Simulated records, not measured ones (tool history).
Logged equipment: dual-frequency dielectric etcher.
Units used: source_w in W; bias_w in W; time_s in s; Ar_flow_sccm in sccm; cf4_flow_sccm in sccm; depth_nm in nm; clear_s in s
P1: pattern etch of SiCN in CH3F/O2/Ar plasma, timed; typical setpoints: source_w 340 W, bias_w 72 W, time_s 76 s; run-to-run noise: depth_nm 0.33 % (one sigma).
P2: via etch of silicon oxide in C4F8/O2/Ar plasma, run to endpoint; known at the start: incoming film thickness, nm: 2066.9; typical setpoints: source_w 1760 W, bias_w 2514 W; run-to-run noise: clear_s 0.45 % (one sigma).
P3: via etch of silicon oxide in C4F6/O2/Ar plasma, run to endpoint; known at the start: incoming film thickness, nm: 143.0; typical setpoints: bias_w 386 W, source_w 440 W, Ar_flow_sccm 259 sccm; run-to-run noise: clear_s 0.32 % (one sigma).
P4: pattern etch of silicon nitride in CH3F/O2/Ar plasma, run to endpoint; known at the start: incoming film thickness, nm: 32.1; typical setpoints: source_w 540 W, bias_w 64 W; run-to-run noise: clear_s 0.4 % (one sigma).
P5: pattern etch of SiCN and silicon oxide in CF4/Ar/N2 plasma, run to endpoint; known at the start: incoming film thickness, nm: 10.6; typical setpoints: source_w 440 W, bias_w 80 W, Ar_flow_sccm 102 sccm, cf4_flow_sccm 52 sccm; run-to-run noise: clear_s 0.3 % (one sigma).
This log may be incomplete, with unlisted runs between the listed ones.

run	hour	process	source_w	bias_w	time_s	Ar_flow_sccm	cf4_flow_sccm	hours since the last wet clean	hours since the last source power generator calibration	hours since the last bias power generator calibration	depth_nm	clear_s
1	7	P1	340	72	76			356.6	1054	808	26.365	
2	13.1	P3	440	386		259		362.7	1060.1	814.1		33.22
3	20.1	P1	340	43	76			369.7	1067.1	821.1	22.18	
4	26.3	P1	340	72	42			375.9	1073.3	827.3	14.504	
5	32.3	P5	440	80		102	52	381.9	1079.3	833.3		12.516
6	36.5	P1	340	72	76			386.1	1083.5	837.5	26.275	
7	44.1	P5	560	80		102	52	393.7	1091.1	845.1		10.13
8	48.2	P2	1760	3247				397.8	1095.2	849.2		380.28
9	52.7	P1	340	72	76			402.3	1099.7	853.7	26.281	
10	59.5	P2	1760	2514				409.1	1106.5	860.5		415.88
11	65.8	P1	340	93	107			415.4	1112.8	866.8	40.642	
12	70.9	P1	340	72	76			420.5	1117.9	871.9	26.374	
13	77.8	P1	210	72	76			427.4	1124.8	878.8	21.893	
14	85.1	P5	440	53		102	52	434.7	1132.1	886.1		14.428
15	89.5	P4	540	64				439.1	1136.5	890.5		42.229
16	94.1	P3	440	386		204		443.7	1141.1	895.1		32.536
17	101.5	P1	340	72	76			451.1	1148.5	902.5	26.369	
18	105.7	P3	260	386		259		455.3	1152.7	906.7		40.518
19	111.1	P4	350	64				460.7	1158.1	912.1		49.608
20	118.5	P5	440	80		102	69	468.1	1165.5	919.5		11.955
21	123	P4	540	64				472.6	1170	924		42.16
22	126.5	P4	540	83				476.1	1173.5	927.5		38.381
23	130.5	P1	410	72	76			480.1	1177.5	931.5	28.198	
24	135.5	P1	340	72	76			485.1	1182.5	936.5	26.203	
25	141.7	P3	440	524		259		491.3	1188.7	942.7		29.714
26	145.8	P2	1100	2514				495.4	1192.8	946.8		495.59
27	150.1	P1	340	95	76			499.7	1197.1	951.1	29.052	
28	154	P1	340	72	93			503.6	1201	955	32.194	
29	161.1	P5	440	80		82	52	510.7	1208.1	962.1		12.128
30	168.2	P1	340	72	76			517.8	1215.2	969.2	26.139	
31	175.4	P1	340	72	76			525	1222.4	976.4	26.174	
32	182.7	P1	340	72	76			532.3	1229.7	983.7	25.915	
# hour 187.4: wet clean of the chamber
33	189	P1	340	72	76			1.7	1236	990	25.923	
34	196.9	P1	340	72	76			9.6	1243.9	997.9	25.977	
35	202.3	P1	340	72	76			15	1249.3	1003.3	25.819	
36	207.4	P1	340	72	76			20.1	1254.4	1008.4	25.772	
37	212.5	P1	340	72	76			25.2	1259.5	1013.5	25.925	
38	220.4	P1	340	72	76			33.1	1267.4	1021.4	25.922	

The log shows P1 creeping away from where it was. Any of the 2 causes listed here, at the size stated for it, fits the log just as well as the others:
A: source power that arrives under what is set, % = 4.33
B: bias power that arrives under what is set, % = 4.55
The process output started creeping at around hour 168.2.
The rest of the possible causes, and what rules out each one:
chamber walls in a state that lowers the etch rate, %: serviced at hour 187.4, which brought nothing back

Listed below are the offered check runs, one wafer per run, with question marks in place of results. For which of them would the causes give clearly different outcomes?
check 1	228.3	P3	440	386		259						?
check 2	228.3	P2	1760	2514								?
check 3	228.3	P4	540	64								?
check 4	228.3	P5	440	80		102	52					?

Check results expected under each cause:
check	result	if A	if B
check 1	clear_s	33.914	33.916
check 2	clear_s	419.79	418.38
check 3	clear_s	42.903	42.817
check 4	clear_s	12.956	12.676
Per check, the gap between the least separated pair of causes, taken in the result that splits them most: check 1 0 %; check 2 0.34 %; check 3 0.2 %; check 4 2.19 %
Only check 4 tells the causes apart: in the others they would give nearly the same result.

Running check 4 produced the following: clear_s 13.033 s. Which one of the listed causes fits?

A is the cause: source power that arrives under what is set, %.
